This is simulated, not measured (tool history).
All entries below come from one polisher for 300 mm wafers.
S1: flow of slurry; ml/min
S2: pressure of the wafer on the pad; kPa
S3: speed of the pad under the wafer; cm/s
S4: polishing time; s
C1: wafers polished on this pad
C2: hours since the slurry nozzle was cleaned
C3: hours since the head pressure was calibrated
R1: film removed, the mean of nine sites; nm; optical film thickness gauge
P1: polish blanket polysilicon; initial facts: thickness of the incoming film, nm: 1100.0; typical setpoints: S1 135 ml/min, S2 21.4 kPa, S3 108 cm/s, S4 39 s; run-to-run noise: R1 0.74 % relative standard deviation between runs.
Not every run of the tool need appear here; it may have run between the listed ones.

run 1 hour=8.4 | S1=135 S2=21.4 S3=108 S4=39 | C1=329 C2=130.5 C3=671.5 | R1=367.36
run 2 hour=20.3 | S1=185 S2=21.4 S3=108 S4=39 | C1=462 C2=142.4 C3=683.4 | R1=388.09
run 3 hour=33.7 | S1=135 S2=21.4 S3=108 S4=18 | C1=611 C2=155.8 C3=696.8 | R1=168.03
run 4 hour=48.8 | S1=135 S2=21.4 S3=108 S4=39 | C1=779 C2=170.9 C3=711.9 | R1=365.58
run 5 hour=67.8 | S1=80 S2=21.4 S3=108 S4=39 | C1=991 C2=189.9 C3=730.9 | R1=318.2
run 6 hour=76.6 | S1=135 S2=32.4 S3=108 S4=39 | C1=1088 C2=198.7 C3=739.7 | R1=551.96
run 7 hour=86.1 | S1=135 S2=21.4 S3=166 S4=39 | C1=1194 C2=208.2 C3=749.2 | R1=555.26
run 8 hour=105.3 | S1=185 S2=21.4 S3=60 S4=39 | C1=1408 C2=227.4 C3=768.4 | R1=214.1
run 9 hour=116.2 | S1=135 S2=21.4 S3=48 S4=39 | C1=1529 C2=238.3 C3=779.3 | R1=161.59
run 10 hour=127.3 | S1=135 S2=21.4 S3=108 S4=39 | C1=1653 C2=249.4 C3=790.4 | R1=362.89
run 11 hour=137.8 | S1=135 S2=21.4 S3=108 S4=62 | C1=1770 C2=259.9 C3=800.9 | R1=581.7

What will run 12 give?
run 12 hour=151.6 | S1=135 S2=21.4 S3=108 S4=39 | C1=1923 C2=273.7 C3=814.7 | R1=?

{"run 12": {"R1": 368.52}}
